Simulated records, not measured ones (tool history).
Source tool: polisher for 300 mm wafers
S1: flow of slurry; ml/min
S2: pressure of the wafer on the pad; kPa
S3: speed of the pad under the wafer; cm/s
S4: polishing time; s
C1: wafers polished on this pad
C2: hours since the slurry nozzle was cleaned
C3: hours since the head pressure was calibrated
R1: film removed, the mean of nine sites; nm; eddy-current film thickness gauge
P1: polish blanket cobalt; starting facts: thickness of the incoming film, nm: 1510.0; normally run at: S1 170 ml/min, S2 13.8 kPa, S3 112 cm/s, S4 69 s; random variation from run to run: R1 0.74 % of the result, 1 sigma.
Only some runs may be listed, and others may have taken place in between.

| run | day | S1 | S2 | S3 | S4 | C1 | C2 | C3 | R1 |
|---|---|---|---|---|---|---|---|---|---|
| 1 | 0.108 | 170 | 13.8 | 112 | 69 | 461 | 147.2 | 632.7 | 481.29 |
| 2 | 0.288 | 170 | 13.8 | 112 | 106 | 498 | 151.5 | 637.0 | 735.11 |
| 3 | 0.383 | 170 | 13.8 | 112 | 69 | 518 | 153.8 | 639.3 | 480.50 |
| 4 | 0.483 | 260 | 13.8 | 112 | 69 | 539 | 156.2 | 641.7 | 510.98 |
| 5 | 0.650 | 170 | 13.8 | 112 | 69 | 573 | 160.2 | 645.7 | 476.34 |
| 6 | 0.742 | 260 | 13.8 | 56 | 69 | 592 | 162.4 | 647.9 | 253.10 |
|  | 0.775 | slurry nozzle cleaned |
| 7 | 0.854 | 170 | 6.2 | 112 | 69 | 615 | 1.9 | 650.6 | 220.40 |
| 8 | 1.000 | 170 | 13.8 | 112 | 37 | 645 | 5.4 | 654.1 | 256.68 |
| 9 | 1.179 | 105 | 13.8 | 112 | 69 | 682 | 9.7 | 658.4 | 435.18 |
| 10 | 1.371 | 170 | 17.9 | 112 | 69 | 722 | 14.3 | 663.0 | 622.05 |
|  | 1.467 | head pressure recalibrated |
| 11 | 1.546 | 170 | 13.8 | 178 | 69 | 758 | 18.5 | 2.0 | 756.30 |

Run 12, settings as shown, results not yet in. Your forecast:
| 12 | 1.704 | 170 | 13.8 | 68 | 69 | 791 | 22.3 | 5.8 | ? |

{"run 12": {"R1": 292.25}}
